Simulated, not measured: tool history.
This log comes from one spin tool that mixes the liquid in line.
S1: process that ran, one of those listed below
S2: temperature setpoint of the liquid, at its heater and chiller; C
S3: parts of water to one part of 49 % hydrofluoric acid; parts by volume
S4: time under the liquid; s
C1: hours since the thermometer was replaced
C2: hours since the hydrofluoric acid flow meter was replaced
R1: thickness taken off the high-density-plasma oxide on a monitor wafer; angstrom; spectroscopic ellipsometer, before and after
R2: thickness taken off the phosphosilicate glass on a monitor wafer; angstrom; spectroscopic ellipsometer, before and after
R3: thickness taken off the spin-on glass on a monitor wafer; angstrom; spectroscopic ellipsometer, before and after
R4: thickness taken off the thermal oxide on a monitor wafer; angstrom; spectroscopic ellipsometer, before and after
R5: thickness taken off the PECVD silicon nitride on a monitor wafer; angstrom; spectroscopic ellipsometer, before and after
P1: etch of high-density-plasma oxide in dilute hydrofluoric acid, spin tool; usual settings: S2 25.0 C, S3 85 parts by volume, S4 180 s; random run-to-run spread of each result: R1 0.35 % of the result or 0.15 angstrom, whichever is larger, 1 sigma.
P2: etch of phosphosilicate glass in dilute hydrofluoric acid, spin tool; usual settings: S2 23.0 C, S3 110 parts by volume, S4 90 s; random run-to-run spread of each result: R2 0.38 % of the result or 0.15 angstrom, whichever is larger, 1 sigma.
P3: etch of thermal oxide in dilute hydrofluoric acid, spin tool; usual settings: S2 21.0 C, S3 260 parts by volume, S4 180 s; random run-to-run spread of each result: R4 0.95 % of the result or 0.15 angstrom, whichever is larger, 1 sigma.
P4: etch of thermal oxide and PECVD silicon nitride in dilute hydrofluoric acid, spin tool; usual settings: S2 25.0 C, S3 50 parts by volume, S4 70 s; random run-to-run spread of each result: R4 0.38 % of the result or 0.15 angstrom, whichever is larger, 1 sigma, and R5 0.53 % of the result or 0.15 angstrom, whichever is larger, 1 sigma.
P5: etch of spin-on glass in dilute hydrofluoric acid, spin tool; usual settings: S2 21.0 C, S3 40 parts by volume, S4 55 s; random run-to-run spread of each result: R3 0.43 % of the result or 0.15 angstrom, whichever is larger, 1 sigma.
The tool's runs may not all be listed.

run,hour,S1,S2,S3,S4,C1,C2,R1,R2,R3,R4,R5
1,12.4,P1,25.0,85,180,1463.6,220.2,118.450,,,,
2,21.6,P2,23.0,110,90,1472.8,229.4,,569.13,,,
3,30.3,P5,21.0,20,55,1481.5,238.1,,,923.70,,
4,39.2,P3,28.0,260,180,1490.4,247.0,,,,33.8210,
5,47.7,P1,25.0,85,70,1498.9,255.5,46.352,,,,
6,59.5,P4,25.0,50,70,1510.7,267.3,,,,72.0460,80.233
7,66.3,P1,25.0,85,180,1517.5,274.1,118.910,,,,
8,74.8,P1,21.5,85,180,1526.0,282.6,103.440,,,,
9,82.9,P1,25.0,85,335,1534.1,290.7,221.750,,,,
10,93.2,P2,23.0,110,90,1544.4,301.0,,564.75,,,
11,104.7,P1,25.0,45,285,1555.9,312.5,374.270,,,,
12,112.7,P1,31.0,85,180,1563.9,320.5,149.150,,,,
13,122.5,P3,21.0,260,180,1573.7,330.3,,,,26.1670,
14,131.5,P1,25.0,85,180,1582.7,339.3,118.660,,,,
15,141.5,P3,21.0,260,45,1592.7,349.3,,,,6.7344,
16,153.7,P5,21.0,40,30,1604.9,361.5,,,246.10,,
17,165.2,P1,32.5,120,180,1616.4,373.0,105.810,,,,
18,173.6,P5,17.0,40,55,1624.8,381.4,,,377.37,,
19,183.1,P4,18.5,50,70,1634.3,390.9,,,,55.1460,52.060
20,189.4,P2,23.0,110,20,1640.6,397.2,,125.70,,,
21,195.7,P1,25.0,25,180,1646.9,403.5,439.500,,,,
22,202.2,P5,21.0,40,55,1653.4,410.0,,,452.10,,
23,210.7,P1,25.0,135,180,1661.9,418.5,70.677,,,,
24,216.6,P4,25.0,25,70,1667.8,424.4,,,,149.7600,157.220
25,227.3,P1,31.5,140,180,1678.5,435.1,85.370,,,,
26,233.7,P1,25.0,85,180,1684.9,441.5,118.710,,,,
27,243.6,P3,21.0,50,180,1694.8,451.4,,,,169.5900,
28,249.8,P2,18.5,110,90,1701.0,457.6,,469.30,,,
29,261.6,P4,25.0,50,115,1712.8,469.4,,,,118.8800,132.970
30,271.3,P2,23.0,45,90,1722.5,479.1,,1511.50,,,
31,280.6,P1,25.0,85,180,1731.8,488.4,118.280,,,,
32,290.0,P1,25.0,85,180,1741.2,497.8,116.080,,,,
33,297.0,P1,25.0,85,180,1748.2,504.8,112.920,,,,
34,306.8,P1,25.0,85,180,1758.0,514.6,112.520,,,,
35,318.7,P1,25.0,85,180,1769.9,526.5,110.730,,,,
36,325.5,P1,25.0,85,180,1776.7,533.3,110.570,,,,
37,336.0,P1,25.0,85,180,1787.2,543.8,109.250,,,,
38,349.1,P1,25.0,85,180,1800.3,556.9,109.210,,,,
39,356.5,P1,25.0,85,180,1807.7,564.3,108.970,,,,
40,365.7,P1,25.0,85,180,1816.9,573.5,110.200,,,,

What P1 gives has crept away from where it was. These 2 causes fit the log equally well, each at the size given:
A: hydrofluoric acid flow below the setpoint (%) = 7.2
B: liquid colder than its thermometer reads (K) = 2.08
The creep began at about hour 280.6.

Consider the 4 single-wafer check runs listed below, results given as question marks: which one distinguishes between the causes by giving clearly different results for each?
check 1,374.9,P2,23.0,110,90,,,,?,,,
check 2,374.9,P3,21.0,260,180,,,,,,?,
check 3,374.9,P4,25.0,50,70,,,,,,?,?
check 4,374.9,P5,21.0,40,55,,,,,?,,

Expected result of each check under each candidate cause:
check,result,if A,if B
check 1,R2,522.08,522.77
check 2,R4,23.9400,24.3250
check 3,R4,66.7860,66.4110
check 3,R5,75.119,70.251
check 4,R3,416.40,412.05
Smallest distance between any two causes, each pair judged by its most separating result, in per cent: check 1 0.13 %; check 2 1.6 %; check 3 6.7 %; check 4 1.05 %
Check 3 distinguishes between the causes, while the remaining checks would return nearly the same result for all of them.

Here is what check 3 returned: R4 66.6370 angstrom; R5 75.906 angstrom. Which cause is it?

The cause is A: hydrofluoric acid flow below the setpoint (%).
